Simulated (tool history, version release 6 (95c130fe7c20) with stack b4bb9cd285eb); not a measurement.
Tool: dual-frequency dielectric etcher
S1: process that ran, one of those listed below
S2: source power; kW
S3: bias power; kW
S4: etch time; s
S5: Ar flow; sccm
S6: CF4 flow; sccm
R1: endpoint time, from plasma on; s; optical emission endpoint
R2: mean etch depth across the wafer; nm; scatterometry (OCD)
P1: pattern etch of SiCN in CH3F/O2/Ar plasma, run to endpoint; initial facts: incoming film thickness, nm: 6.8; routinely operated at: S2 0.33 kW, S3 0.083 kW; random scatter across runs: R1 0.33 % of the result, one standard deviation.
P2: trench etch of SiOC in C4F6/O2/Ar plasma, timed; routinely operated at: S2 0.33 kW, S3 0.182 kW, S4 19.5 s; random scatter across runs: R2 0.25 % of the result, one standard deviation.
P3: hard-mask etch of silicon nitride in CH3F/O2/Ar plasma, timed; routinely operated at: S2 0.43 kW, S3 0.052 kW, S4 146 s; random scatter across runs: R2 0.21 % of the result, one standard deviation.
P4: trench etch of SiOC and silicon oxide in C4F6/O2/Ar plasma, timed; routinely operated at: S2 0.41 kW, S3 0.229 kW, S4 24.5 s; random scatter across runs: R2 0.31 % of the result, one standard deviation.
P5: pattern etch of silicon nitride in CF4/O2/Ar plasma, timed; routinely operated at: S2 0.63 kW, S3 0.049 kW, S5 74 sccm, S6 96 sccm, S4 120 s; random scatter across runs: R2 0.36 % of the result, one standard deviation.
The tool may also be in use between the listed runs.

{"run": 1, "hour": 12.2, "S1": "P1", "S2": 0.33, "S3": 0.083, "R1": 18.473}
{"run": 2, "hour": 25.0, "S1": "P1", "S2": 0.33, "S3": 0.113, "R1": 16.434}
{"run": 3, "hour": 36.0, "S1": "P3", "S2": 0.43, "S3": 0.052, "S4": 80.5, "R2": 51.628}
{"run": 4, "hour": 44.2, "S1": "P2", "S2": 0.33, "S3": 0.182, "S4": 19.5, "R2": 38.729}
{"run": 5, "hour": 57.5, "S1": "P4", "S2": 0.41, "S3": 0.229, "S4": 24.5, "R2": 51.362}
{"run": 6, "hour": 72.0, "S1": "P2", "S2": 0.33, "S3": 0.182, "S4": 24.5, "R2": 48.602}
{"run": 7, "hour": 81.9, "S1": "P5", "S2": 0.81, "S3": 0.049, "S4": 120, "S5": 74, "S6": 96, "R2": 352.4}
{"run": 8, "hour": 91.4, "S1": "P1", "S2": 0.33, "S3": 0.083, "R1": 18.556}
{"run": 9, "hour": 104.6, "S1": "P3", "S2": 0.43, "S3": 0.065, "S4": 146, "R2": 100.01}
{"hour": 113.8, "done": "bias power generator calibrated"}
{"run": 10, "hour": 116.4, "S1": "P1", "S2": 0.23, "S3": 0.083, "R1": 21.046}
{"run": 11, "hour": 130.3, "S1": "P1", "S2": 0.33, "S3": 0.083, "R1": 18.508}
{"run": 12, "hour": 141.8, "S1": "P5", "S2": 0.63, "S3": 0.049, "S4": 156, "S5": 74, "S6": 96, "R2": 363.79}
{"run": 13, "hour": 156.0, "S1": "P5", "S2": 0.63, "S3": 0.049, "S4": 120, "S5": 74, "S6": 120, "R2": 289.37}
{"run": 14, "hour": 167.8, "S1": "P5", "S2": 0.63, "S3": 0.067, "S4": 120, "S5": 74, "S6": 96, "R2": 314.69}
{"run": 15, "hour": 175.9, "S1": "P1", "S2": 0.25, "S3": 0.11, "R1": 18.39}
{"run": 16, "hour": 190.5, "S1": "P3", "S2": 0.52, "S3": 0.052, "S4": 146, "R2": 100.35}
{"run": 17, "hour": 203.4, "S1": "P4", "S2": 0.41, "S3": 0.229, "S4": 24.5, "R2": 51.639}
{"run": 18, "hour": 213.8, "S1": "P1", "S2": 0.33, "S3": 0.083, "R1": 18.524}
{"run": 19, "hour": 228.4, "S1": "P1", "S2": 0.42, "S3": 0.083, "R1": 16.973}
{"run": 20, "hour": 237.5, "S1": "P4", "S2": 0.41, "S3": 0.274, "S4": 24.5, "R2": 54.762}
{"run": 21, "hour": 246.0, "S1": "P5", "S2": 0.63, "S3": 0.049, "S4": 120, "S5": 97, "S6": 96, "R2": 272.43}
{"run": 22, "hour": 260.4, "S1": "P3", "S2": 0.43, "S3": 0.052, "S4": 146, "R2": 93.264}
{"run": 23, "hour": 276.5, "S1": "P2", "S2": 0.27, "S3": 0.182, "S4": 19.5, "R2": 35.856}
{"run": 24, "hour": 284.5, "S1": "P2", "S2": 0.33, "S3": 0.124, "S4": 19.5, "R2": 34.706}
{"run": 25, "hour": 291.7, "S1": "P4", "S2": 0.41, "S3": 0.229, "S4": 13.5, "R2": 28.388}
{"run": 26, "hour": 306.3, "S1": "P5", "S2": 0.63, "S3": 0.049, "S4": 120, "S5": 74, "S6": 96, "R2": 279.8}
{"run": 27, "hour": 322.0, "S1": "P5", "S2": 0.63, "S3": 0.049, "S4": 120, "S5": 74, "S6": 96, "R2": 281}
{"run": 28, "hour": 329.5, "S1": "P4", "S2": 0.26, "S3": 0.229, "S4": 24.5, "R2": 43.504}
{"run": 29, "hour": 345.6, "S1": "P1", "S2": 0.33, "S3": 0.067, "R1": 19.986}
{"run": 30, "hour": 359.5, "S1": "P1", "S2": 0.33, "S3": 0.083, "R1": 18.653}
{"run": 31, "hour": 372.5, "S1": "P1", "S2": 0.33, "S3": 0.083, "R1": 18.376}
{"run": 32, "hour": 381.2, "S1": "P1", "S2": 0.33, "S3": 0.083, "R1": 18.339}
{"hour": 386.9, "done": "wet clean of the chamber"}
{"run": 33, "hour": 393.6, "S1": "P1", "S2": 0.33, "S3": 0.083, "R1": 18.158}
{"run": 34, "hour": 401.7, "S1": "P1", "S2": 0.33, "S3": 0.083, "R1": 18.214}
{"run": 35, "hour": 415.7, "S1": "P1", "S2": 0.33, "S3": 0.083, "R1": 18.174}
{"run": 36, "hour": 427.9, "S1": "P1", "S2": 0.33, "S3": 0.083, "R1": 18.16}

Compared with where it was, what P1 gives has crept away. Each cause listed below fits the log as well as the rest, at the size given for it:
A: bias power that arrives over what is set, % = 4.57
B: source power that arrives over what is set, % = 4.55
At approximately hour 359.5, the process output began to creep.
All other causes, with the reason each is excluded:
chamber walls in a state that raises the etch rate, %: work on it at hour 386.9, done after the drift set in, did not restore what the process gave before

You are offered 4 check runs, listed below with question marks in place of their results; each one averages 2 wafers. Which run separates the listed causes by giving clearly different results for each?
{"run": "check 1", "hour": 440.1, "S1": "P3", "S2": 0.43, "S3": 0.052, "S4": 146, "R2": "?"}
{"run": "check 2", "hour": 440.1, "S1": "P4", "S2": 0.41, "S3": 0.229, "S4": 24.5, "R2": "?"}
{"run": "check 3", "hour": 440.1, "S1": "P2", "S2": 0.33, "S3": 0.182, "S4": 19.5, "R2": "?"}
{"run": "check 4", "hour": 440.1, "S1": "P5", "S2": 0.63, "S3": 0.049, "S4": 120, "S5": 74, "S6": 96, "R2": "?"}

Outcome of each check run for each possible cause:
check=check_1 result=R2 if_A=94.603 if_B=94.903
check=check_2 result=R2 if_A=52.313 if_B=52.428
check=check_3 result=R2 if_A=39.439 if_B=39.55
check=check_4 result=R2 if_A=286.28 if_B=292.98
Smallest distance between any two causes, each pair judged by its most separating result, in per cent: check 1 0.32 %; check 2 0.22 %; check 3 0.28 %; check 4 2.31 %
Check 4 is the one run that separates the causes; every other check would come out nearly the same whichever cause is at work.

Check 4 was then run and gave: R2 293.47 nm. Which cause is it?

The cause is B: source power that arrives over what is set, %.

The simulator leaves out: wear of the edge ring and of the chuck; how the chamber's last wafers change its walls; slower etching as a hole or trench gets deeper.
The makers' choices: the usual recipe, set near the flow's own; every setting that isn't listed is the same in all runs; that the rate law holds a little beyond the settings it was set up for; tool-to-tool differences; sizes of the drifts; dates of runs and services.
